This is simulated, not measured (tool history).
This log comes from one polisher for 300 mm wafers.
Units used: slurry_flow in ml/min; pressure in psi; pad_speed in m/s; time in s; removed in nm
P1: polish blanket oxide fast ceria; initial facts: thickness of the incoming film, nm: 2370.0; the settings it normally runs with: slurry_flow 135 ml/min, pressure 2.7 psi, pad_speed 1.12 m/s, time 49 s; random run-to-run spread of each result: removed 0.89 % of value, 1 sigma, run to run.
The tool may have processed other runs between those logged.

run,hour,slurry_flow,pressure,pad_speed,time,wafers polished on this pad,hours since the slurry nozzle was cleaned,hours since the head pressure was calibrated,removed
1,8.9,135,2.7,1.12,49,538,162.6,300.5,901.04
2,17.6,135,2.7,1.12,33,671,171.3,309.2,599.78
3,26.5,135,2.7,1.12,49,808,180.2,318.1,912.32
4,30.8,135,1.3,1.12,49,874,184.5,322.4,438.15
5,35.2,80,2.7,0.66,49,942,188.9,326.8,474.13
6,44.1,135,2.7,0.66,49,1078,197.8,335.7,536.34
7,49.8,135,2.7,1.12,49,1166,203.5,341.4,900.71
8,57.5,190,2.7,1.12,49,1284,211.2,349.1,964.73
9,63.9,135,2.7,1.12,72,1382,217.6,355.5,1339.1
10,69.9,135,2.7,1.12,49,1474,223.6,361.5,907.7
11,74.8,135,2.7,1.12,49,1550,228.5,366.4,902.22
12,81.7,135,2.7,1.12,49,1656,235.4,373.3,906.1
13,85.7,135,2.7,1.62,49,1717,239.4,377.3,1296.4
14,92.8,135,1.9,0.54,49,1826,246.5,384.4,303.86

The next listed run, before its measurement:
15,97.9,80,2.7,1.12,49,1905,251.6,389.5,?

removed: 803.26 nm
